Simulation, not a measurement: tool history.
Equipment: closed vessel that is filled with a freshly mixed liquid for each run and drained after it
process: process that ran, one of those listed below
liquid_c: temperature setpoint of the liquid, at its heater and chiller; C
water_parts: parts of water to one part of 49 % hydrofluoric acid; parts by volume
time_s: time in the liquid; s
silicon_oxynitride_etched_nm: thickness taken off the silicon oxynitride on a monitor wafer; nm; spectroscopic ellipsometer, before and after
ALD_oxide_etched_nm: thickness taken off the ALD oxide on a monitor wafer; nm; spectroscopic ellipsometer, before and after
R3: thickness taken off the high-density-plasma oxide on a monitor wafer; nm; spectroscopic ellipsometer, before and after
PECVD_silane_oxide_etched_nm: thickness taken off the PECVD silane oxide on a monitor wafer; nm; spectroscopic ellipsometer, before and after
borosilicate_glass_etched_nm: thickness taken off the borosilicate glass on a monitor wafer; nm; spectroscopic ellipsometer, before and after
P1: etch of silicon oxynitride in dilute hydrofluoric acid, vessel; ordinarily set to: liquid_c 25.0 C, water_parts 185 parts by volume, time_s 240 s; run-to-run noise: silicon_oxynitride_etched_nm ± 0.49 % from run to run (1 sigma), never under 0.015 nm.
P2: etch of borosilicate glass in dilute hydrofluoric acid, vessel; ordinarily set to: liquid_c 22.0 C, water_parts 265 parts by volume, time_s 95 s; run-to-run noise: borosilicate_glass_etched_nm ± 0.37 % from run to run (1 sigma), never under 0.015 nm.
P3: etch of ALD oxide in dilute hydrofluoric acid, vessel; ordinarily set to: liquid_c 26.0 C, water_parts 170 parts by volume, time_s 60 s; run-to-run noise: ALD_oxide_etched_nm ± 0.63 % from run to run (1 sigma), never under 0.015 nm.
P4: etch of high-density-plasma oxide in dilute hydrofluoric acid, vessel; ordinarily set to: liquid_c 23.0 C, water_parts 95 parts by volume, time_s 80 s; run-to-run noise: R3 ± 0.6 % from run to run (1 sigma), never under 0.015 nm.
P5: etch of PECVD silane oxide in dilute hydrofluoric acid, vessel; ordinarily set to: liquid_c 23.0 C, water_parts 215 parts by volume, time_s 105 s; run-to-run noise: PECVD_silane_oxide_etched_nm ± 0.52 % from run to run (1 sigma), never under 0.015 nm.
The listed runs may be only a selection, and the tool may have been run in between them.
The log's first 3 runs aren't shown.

run 4 hour=17.7 | process=P1 liquid_c=25.0 water_parts=185 time_s=240 | silicon_oxynitride_etched_nm=6.0487
run 5 hour=23.6 | process=P3 liquid_c=18.5 water_parts=170 time_s=60 | ALD_oxide_etched_nm=3.4600
run 6 hour=27.1 | process=P4 liquid_c=17.0 water_parts=95 time_s=80 | R3=3.2149
run 7 hour=31.6 | process=P5 liquid_c=23.0 water_parts=215 time_s=105 | PECVD_silane_oxide_etched_nm=8.6814
run 8 hour=36.9 | process=P1 liquid_c=28.5 water_parts=185 time_s=240 | silicon_oxynitride_etched_nm=7.0166
run 9 hour=40.6 | process=P1 liquid_c=18.5 water_parts=70 time_s=240 | silicon_oxynitride_etched_nm=12.6970
run 10 hour=43.9 | process=P4 liquid_c=23.0 water_parts=95 time_s=30 | R3=1.5535
run 11 hour=49.6 | process=P3 liquid_c=26.0 water_parts=60 time_s=60 | ALD_oxide_etched_nm=15.0900
run 12 hour=53.1 | process=P3 liquid_c=26.0 water_parts=170 time_s=35 | ALD_oxide_etched_nm=2.6548
run 13 hour=58.8 | process=P3 liquid_c=26.0 water_parts=170 time_s=60 | ALD_oxide_etched_nm=4.5735
run 14 hour=64.6 | process=P5 liquid_c=23.0 water_parts=215 time_s=30 | PECVD_silane_oxide_etched_nm=2.4533
run 15 hour=70.1 | process=P2 liquid_c=30.5 water_parts=265 time_s=95 | borosilicate_glass_etched_nm=14.9340
run 16 hour=72.9 | process=P5 liquid_c=28.5 water_parts=215 time_s=105 | PECVD_silane_oxide_etched_nm=10.5090
run 17 hour=77.3 | process=P2 liquid_c=22.0 water_parts=265 time_s=95 | borosilicate_glass_etched_nm=11.1120
run 18 hour=82.2 | process=P2 liquid_c=22.0 water_parts=475 time_s=95 | borosilicate_glass_etched_nm=5.1588
run 19 hour=86.4 | process=P2 liquid_c=22.0 water_parts=265 time_s=95 | borosilicate_glass_etched_nm=11.1320
run 20 hour=90.2 | process=P1 liquid_c=25.0 water_parts=185 time_s=55 | silicon_oxynitride_etched_nm=1.3687
run 21 hour=93.5 | process=P1 liquid_c=25.0 water_parts=185 time_s=240 | silicon_oxynitride_etched_nm=6.0602
run 22 hour=98.3 | process=P5 liquid_c=23.0 water_parts=215 time_s=105 | PECVD_silane_oxide_etched_nm=8.6185
run 23 hour=103.8 | process=P1 liquid_c=25.0 water_parts=185 time_s=240 | silicon_oxynitride_etched_nm=6.0145
-- hour=105.4 thermometer replaced
run 24 hour=109.5 | process=P4 liquid_c=23.0 water_parts=35 time_s=80 | R3=11.9870

What will run 25 give?
run 25 hour=115.7 | process=P1 liquid_c=25.0 water_parts=185 time_s=240 | silicon_oxynitride_etched_nm=?

silicon_oxynitride_etched_nm: 6.0127 nm

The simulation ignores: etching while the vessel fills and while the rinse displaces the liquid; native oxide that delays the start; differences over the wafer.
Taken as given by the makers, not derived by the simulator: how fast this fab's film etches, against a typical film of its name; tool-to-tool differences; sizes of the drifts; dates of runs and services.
